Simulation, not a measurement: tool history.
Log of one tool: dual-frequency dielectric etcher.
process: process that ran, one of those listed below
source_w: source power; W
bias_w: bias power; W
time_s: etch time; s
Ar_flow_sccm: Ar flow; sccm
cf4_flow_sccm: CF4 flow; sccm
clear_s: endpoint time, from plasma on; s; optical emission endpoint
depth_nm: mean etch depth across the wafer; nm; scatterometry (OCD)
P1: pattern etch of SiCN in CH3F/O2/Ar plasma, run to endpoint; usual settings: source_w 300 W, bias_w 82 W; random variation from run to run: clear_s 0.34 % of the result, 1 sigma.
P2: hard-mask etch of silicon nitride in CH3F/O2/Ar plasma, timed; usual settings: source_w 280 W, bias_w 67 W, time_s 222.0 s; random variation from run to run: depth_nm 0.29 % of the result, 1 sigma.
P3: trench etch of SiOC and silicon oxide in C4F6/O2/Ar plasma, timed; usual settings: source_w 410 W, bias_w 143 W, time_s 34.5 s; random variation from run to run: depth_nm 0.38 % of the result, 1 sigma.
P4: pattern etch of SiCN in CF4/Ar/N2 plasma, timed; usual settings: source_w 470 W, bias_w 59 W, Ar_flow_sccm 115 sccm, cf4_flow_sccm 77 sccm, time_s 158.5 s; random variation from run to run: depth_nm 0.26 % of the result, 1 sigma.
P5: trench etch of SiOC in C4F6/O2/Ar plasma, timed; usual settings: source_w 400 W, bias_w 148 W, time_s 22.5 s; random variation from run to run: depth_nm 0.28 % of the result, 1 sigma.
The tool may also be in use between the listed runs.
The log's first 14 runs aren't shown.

| run | day | process | source_w | bias_w | time_s | Ar_flow_sccm | cf4_flow_sccm | hours since the last wet clean | hours since the last source power generator calibration | hours since the last bias power generator calibration | clear_s | depth_nm |
|---|---|---|---|---|---|---|---|---|---|---|---|---|
| 15 | 2.604 | P1 | 300 | 82 |  |  |  | 344.0 | 1012.1 | 777.2 | 38.698 |  |
| 16 | 2.804 | P1 | 300 | 82 |  |  |  | 348.8 | 1016.9 | 782.0 | 38.404 |  |
| 17 | 3.017 | P3 | 410 | 143 | 34.5 |  |  | 353.9 | 1022.0 | 787.1 |  | 64.834 |
| 18 | 3.271 | P1 | 300 | 82 |  |  |  | 360.0 | 1028.1 | 793.2 | 38.413 |  |
| 19 | 3.492 | P3 | 410 | 143 | 34.5 |  |  | 365.3 | 1033.4 | 798.5 |  | 65.548 |
| 20 | 3.671 | P2 | 170 | 67 | 222.0 |  |  | 369.6 | 1037.7 | 802.8 |  | 110.250 |
| 21 | 3.933 | P1 | 300 | 103 |  |  |  | 375.9 | 1044.0 | 809.1 | 35.420 |  |
| 22 | 4.171 | P2 | 280 | 54 | 222.0 |  |  | 381.6 | 1049.7 | 814.8 |  | 123.140 |
| 23 | 4.312 | P2 | 280 | 67 | 222.0 |  |  | 385.0 | 1053.1 | 818.2 |  | 132.330 |

Run 24 comes next. What will it give?
| 24 | 4.567 | P3 | 410 | 176 | 34.5 |  |  | 391.1 | 1059.2 | 824.3 |  | ? |

depth_nm: 69.558 nm
